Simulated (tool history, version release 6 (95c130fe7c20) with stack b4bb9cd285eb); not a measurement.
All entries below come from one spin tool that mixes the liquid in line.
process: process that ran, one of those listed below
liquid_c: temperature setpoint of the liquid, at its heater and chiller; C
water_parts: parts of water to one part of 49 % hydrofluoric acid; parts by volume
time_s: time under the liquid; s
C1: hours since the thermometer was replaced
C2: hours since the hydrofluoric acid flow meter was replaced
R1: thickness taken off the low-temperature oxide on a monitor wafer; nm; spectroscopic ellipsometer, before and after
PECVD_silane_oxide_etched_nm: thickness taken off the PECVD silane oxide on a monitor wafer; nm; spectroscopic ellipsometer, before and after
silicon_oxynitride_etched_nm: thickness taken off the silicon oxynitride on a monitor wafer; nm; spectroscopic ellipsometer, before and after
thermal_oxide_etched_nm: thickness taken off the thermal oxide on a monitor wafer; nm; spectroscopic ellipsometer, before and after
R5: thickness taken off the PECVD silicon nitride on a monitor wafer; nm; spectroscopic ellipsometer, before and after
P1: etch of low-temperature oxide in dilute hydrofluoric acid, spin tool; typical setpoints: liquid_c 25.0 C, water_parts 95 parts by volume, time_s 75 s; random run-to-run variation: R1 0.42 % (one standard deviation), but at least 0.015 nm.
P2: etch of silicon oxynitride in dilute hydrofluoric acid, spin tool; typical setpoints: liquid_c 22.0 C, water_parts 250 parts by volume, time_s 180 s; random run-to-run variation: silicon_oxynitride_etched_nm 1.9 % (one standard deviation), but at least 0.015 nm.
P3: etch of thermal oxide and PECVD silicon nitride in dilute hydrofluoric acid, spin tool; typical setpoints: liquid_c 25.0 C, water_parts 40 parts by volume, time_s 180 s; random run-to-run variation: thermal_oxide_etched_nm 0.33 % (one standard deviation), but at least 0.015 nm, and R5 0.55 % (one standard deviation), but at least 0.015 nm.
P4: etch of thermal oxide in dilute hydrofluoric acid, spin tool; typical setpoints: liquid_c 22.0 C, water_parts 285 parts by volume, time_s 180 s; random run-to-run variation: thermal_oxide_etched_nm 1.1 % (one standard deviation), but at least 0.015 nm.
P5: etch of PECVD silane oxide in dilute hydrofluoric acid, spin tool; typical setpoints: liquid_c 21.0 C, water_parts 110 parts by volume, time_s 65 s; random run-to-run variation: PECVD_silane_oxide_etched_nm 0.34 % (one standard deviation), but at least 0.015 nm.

{"run": 1, "hour": 2.3, "process": "P1", "liquid_c": 25.0, "water_parts": 95, "time_s": 75, "C1": 1580.1, "C2": 289.7, "R1": 26.985}
{"run": 2, "hour": 4.5, "process": "P5", "liquid_c": 21.0, "water_parts": 110, "time_s": 65, "C1": 1582.3, "C2": 291.9, "PECVD_silane_oxide_etched_nm": 13.715}
{"run": 3, "hour": 7.7, "process": "P2", "liquid_c": 22.0, "water_parts": 250, "time_s": 25, "C1": 1585.5, "C2": 295.1, "silicon_oxynitride_etched_nm": 0.1857}
{"run": 4, "hour": 11.7, "process": "P2", "liquid_c": 30.5, "water_parts": 250, "time_s": 180, "C1": 1589.5, "C2": 299.1, "silicon_oxynitride_etched_nm": 1.686}
{"run": 5, "hour": 15.9, "process": "P1", "liquid_c": 31.0, "water_parts": 95, "time_s": 140, "C1": 1593.7, "C2": 303.3, "R1": 63.283}
{"run": 6, "hour": 19.8, "process": "P1", "liquid_c": 25.0, "water_parts": 95, "time_s": 75, "C1": 1597.6, "C2": 307.2, "R1": 26.743}
{"run": 7, "hour": 24.4, "process": "P1", "liquid_c": 25.0, "water_parts": 95, "time_s": 75, "C1": 1602.2, "C2": 311.8, "R1": 26.693}
{"run": 8, "hour": 27.5, "process": "P1", "liquid_c": 31.5, "water_parts": 95, "time_s": 75, "C1": 1605.3, "C2": 314.9, "R1": 34.256}
{"run": 9, "hour": 31.8, "process": "P1", "liquid_c": 25.0, "water_parts": 95, "time_s": 75, "C1": 1609.6, "C2": 319.2, "R1": 26.702}
{"run": 10, "hour": 36.2, "process": "P1", "liquid_c": 25.0, "water_parts": 95, "time_s": 75, "C1": 1614.0, "C2": 323.6, "R1": 26.952}
{"run": 11, "hour": 40.8, "process": "P1", "liquid_c": 20.5, "water_parts": 95, "time_s": 75, "C1": 1618.6, "C2": 328.2, "R1": 22.39}
{"run": 12, "hour": 45.8, "process": "P5", "liquid_c": 21.0, "water_parts": 110, "time_s": 30, "C1": 1623.6, "C2": 333.2, "PECVD_silane_oxide_etched_nm": 6.3705}
{"run": 13, "hour": 49.3, "process": "P1", "liquid_c": 28.5, "water_parts": 95, "time_s": 110, "C1": 1627.1, "C2": 336.7, "R1": 44.734}
{"run": 14, "hour": 52.2, "process": "P2", "liquid_c": 22.0, "water_parts": 75, "time_s": 180, "C1": 1630.0, "C2": 339.6, "silicon_oxynitride_etched_nm": 4.4073}
{"run": 15, "hour": 56.8, "process": "P4", "liquid_c": 22.0, "water_parts": 285, "time_s": 25, "C1": 1634.6, "C2": 344.2, "thermal_oxide_etched_nm": 0.30754}
{"run": 16, "hour": 59.8, "process": "P1", "liquid_c": 25.0, "water_parts": 95, "time_s": 75, "C1": 1637.6, "C2": 347.2, "R1": 26.648}
{"run": 17, "hour": 62.2, "process": "P4", "liquid_c": 22.0, "water_parts": 285, "time_s": 180, "C1": 1640.0, "C2": 349.6, "thermal_oxide_etched_nm": 2.2024}
{"run": 18, "hour": 66.8, "process": "P2", "liquid_c": 22.0, "water_parts": 250, "time_s": 180, "C1": 1644.6, "C2": 354.2, "silicon_oxynitride_etched_nm": 1.199}
{"run": 19, "hour": 69.2, "process": "P5", "liquid_c": 21.0, "water_parts": 195, "time_s": 65, "C1": 1647.0, "C2": 356.6, "PECVD_silane_oxide_etched_nm": 7.1482}
{"run": 20, "hour": 73.5, "process": "P1", "liquid_c": 25.0, "water_parts": 40, "time_s": 75, "C1": 1651.3, "C2": 360.9, "R1": 68.087}
{"run": 21, "hour": 75.9, "process": "P3", "liquid_c": 25.0, "water_parts": 40, "time_s": 180, "C1": 1653.7, "C2": 363.3, "thermal_oxide_etched_nm": 22.776, "R5": 17.783}
{"run": 22, "hour": 79.9, "process": "P1", "liquid_c": 25.0, "water_parts": 95, "time_s": 25, "C1": 1657.7, "C2": 367.3, "R1": 8.944}
{"run": 23, "hour": 84.2, "process": "P4", "liquid_c": 17.0, "water_parts": 285, "time_s": 180, "C1": 1662.0, "C2": 371.6, "thermal_oxide_etched_nm": 1.8442}
{"run": 24, "hour": 87.2, "process": "P1", "liquid_c": 25.0, "water_parts": 95, "time_s": 140, "C1": 1665.0, "C2": 374.6, "R1": 49.971}
{"run": 25, "hour": 90.2, "process": "P1", "liquid_c": 29.0, "water_parts": 20, "time_s": 75, "C1": 1668.0, "C2": 377.6, "R1": 165.94}
{"run": 26, "hour": 92.5, "process": "P4", "liquid_c": 22.0, "water_parts": 75, "time_s": 180, "C1": 1670.3, "C2": 379.9, "thermal_oxide_etched_nm": 10.625}
{"run": 27, "hour": 96.1, "process": "P3", "liquid_c": 25.0, "water_parts": 40, "time_s": 20, "C1": 1673.9, "C2": 383.5, "thermal_oxide_etched_nm": 2.5506, "R5": 1.9681}
{"run": 28, "hour": 101.1, "process": "P5", "liquid_c": 21.0, "water_parts": 110, "time_s": 65, "C1": 1678.9, "C2": 388.5, "PECVD_silane_oxide_etched_nm": 13.8}
{"run": 29, "hour": 105.0, "process": "P3", "liquid_c": 32.0, "water_parts": 40, "time_s": 180, "C1": 1682.8, "C2": 392.4, "thermal_oxide_etched_nm": 30.293, "R5": 28.202}
{"run": 30, "hour": 109.7, "process": "P1", "liquid_c": 25.0, "water_parts": 130, "time_s": 75, "C1": 1687.5, "C2": 397.1, "R1": 18.727}
{"run": 31, "hour": 113.7, "process": "P5", "liquid_c": 26.0, "water_parts": 110, "time_s": 65, "C1": 1691.5, "C2": 401.1, "PECVD_silane_oxide_etched_nm": 16.765}
{"run": 32, "hour": 116.7, "process": "P3", "liquid_c": 25.0, "water_parts": 70, "time_s": 180, "C1": 1694.5, "C2": 404.1, "thermal_oxide_etched_nm": 12.628, "R5": 10.157}
{"run": 33, "hour": 119.7, "process": "P2", "liquid_c": 22.0, "water_parts": 250, "time_s": 180, "C1": 1697.5, "C2": 407.1, "silicon_oxynitride_etched_nm": 1.1722}
{"run": 34, "hour": 122.4, "process": "P1", "liquid_c": 25.0, "water_parts": 95, "time_s": 75, "C1": 1700.2, "C2": 409.8, "R1": 26.617}
{"run": 35, "hour": 127.0, "process": "P1", "liquid_c": 25.0, "water_parts": 95, "time_s": 75, "C1": 1704.8, "C2": 414.4, "R1": 27.328}
{"run": 36, "hour": 130.3, "process": "P1", "liquid_c": 25.0, "water_parts": 95, "time_s": 75, "C1": 1708.1, "C2": 417.7, "R1": 27.76}
{"run": 37, "hour": 133.7, "process": "P1", "liquid_c": 25.0, "water_parts": 95, "time_s": 75, "C1": 1711.5, "C2": 421.1, "R1": 27.985}
{"run": 38, "hour": 136.5, "process": "P1", "liquid_c": 25.0, "water_parts": 95, "time_s": 75, "C1": 1714.3, "C2": 423.9, "R1": 28.102}
{"run": 39, "hour": 139.4, "process": "P1", "liquid_c": 25.0, "water_parts": 95, "time_s": 75, "C1": 1717.2, "C2": 426.8, "R1": 27.972}
{"run": 40, "hour": 142.7, "process": "P1", "liquid_c": 25.0, "water_parts": 95, "time_s": 75, "C1": 1720.5, "C2": 430.1, "R1": 28.103}
{"run": 41, "hour": 146.0, "process": "P1", "liquid_c": 25.0, "water_parts": 95, "time_s": 75, "C1": 1723.8, "C2": 433.4, "R1": 28.136}
{"run": 42, "hour": 149.2, "process": "P1", "liquid_c": 25.0, "water_parts": 95, "time_s": 75, "C1": 1727.0, "C2": 436.6, "R1": 28.311}
{"run": 43, "hour": 152.5, "process": "P1", "liquid_c": 25.0, "water_parts": 95, "time_s": 75, "C1": 1730.3, "C2": 439.9, "R1": 28.015}
{"run": 44, "hour": 155.0, "process": "P1", "liquid_c": 25.0, "water_parts": 95, "time_s": 75, "C1": 1732.8, "C2": 442.4, "R1": 28.092}
{"run": 45, "hour": 159.4, "process": "P1", "liquid_c": 25.0, "water_parts": 95, "time_s": 75, "C1": 1737.2, "C2": 446.8, "R1": 28.318}

Something has made what P1 gives creep away from where it was; the 2 causes below, each at its own stated size, fit the log equally well:
A: liquid hotter than its thermometer reads (K) = 1.38
B: hydrofluoric acid flow above the setpoint (%) = 4.94
The creep began at about hour 122.4.

Which of the 4 check runs listed below separates the causes, so that each cause would produce a clearly different result? Each run uses one wafer, and its results are marked with question marks.
{"run": "check 1", "hour": 163.8, "process": "P2", "liquid_c": 29.5, "water_parts": 250, "time_s": 180, "silicon_oxynitride_etched_nm": "?"}
{"run": "check 2", "hour": 163.8, "process": "P4", "liquid_c": 22.0, "water_parts": 80, "time_s": 50, "thermal_oxide_etched_nm": "?"}
{"run": "check 3", "hour": 163.8, "process": "P3", "liquid_c": 25.0, "water_parts": 40, "time_s": 55, "thermal_oxide_etched_nm": "?", "R5": "?"}
{"run": "check 4", "hour": 163.8, "process": "P5", "liquid_c": 25.0, "water_parts": 150, "time_s": 65, "PECVD_silane_oxide_etched_nm": "?"}

Outcome of each check run for each possible cause:
check=check_1 result=silicon_oxynitride_etched_nm if_A=1.7125 if_B=1.7163
check=check_2 result=thermal_oxide_etched_nm if_A=2.87500 if_B=2.86560
check=check_3 result=thermal_oxide_etched_nm if_A=7.38390 if_B=7.34130
check=check_3 result=R5 if_A=5.9529 if_B=5.6884
check=check_4 result=PECVD_silane_oxide_etched_nm if_A=11.9040 if_B=11.9600
Gap, in per cent, between the two causes that each check separates least, read from the result that separates them most: check 1 0.22 %; check 2 0.33 %; check 3 4.54 %; check 4 0.47 %
Only in check 3 would the causes give clearly different results; in the remaining checks their results would be nearly the same.

After running check 3, the following was obtained: thermal_oxide_etched_nm 7.37620 nm; R5 5.9295 nm. Which cause does this point to?

A is the cause: liquid hotter than its thermometer reads (K).
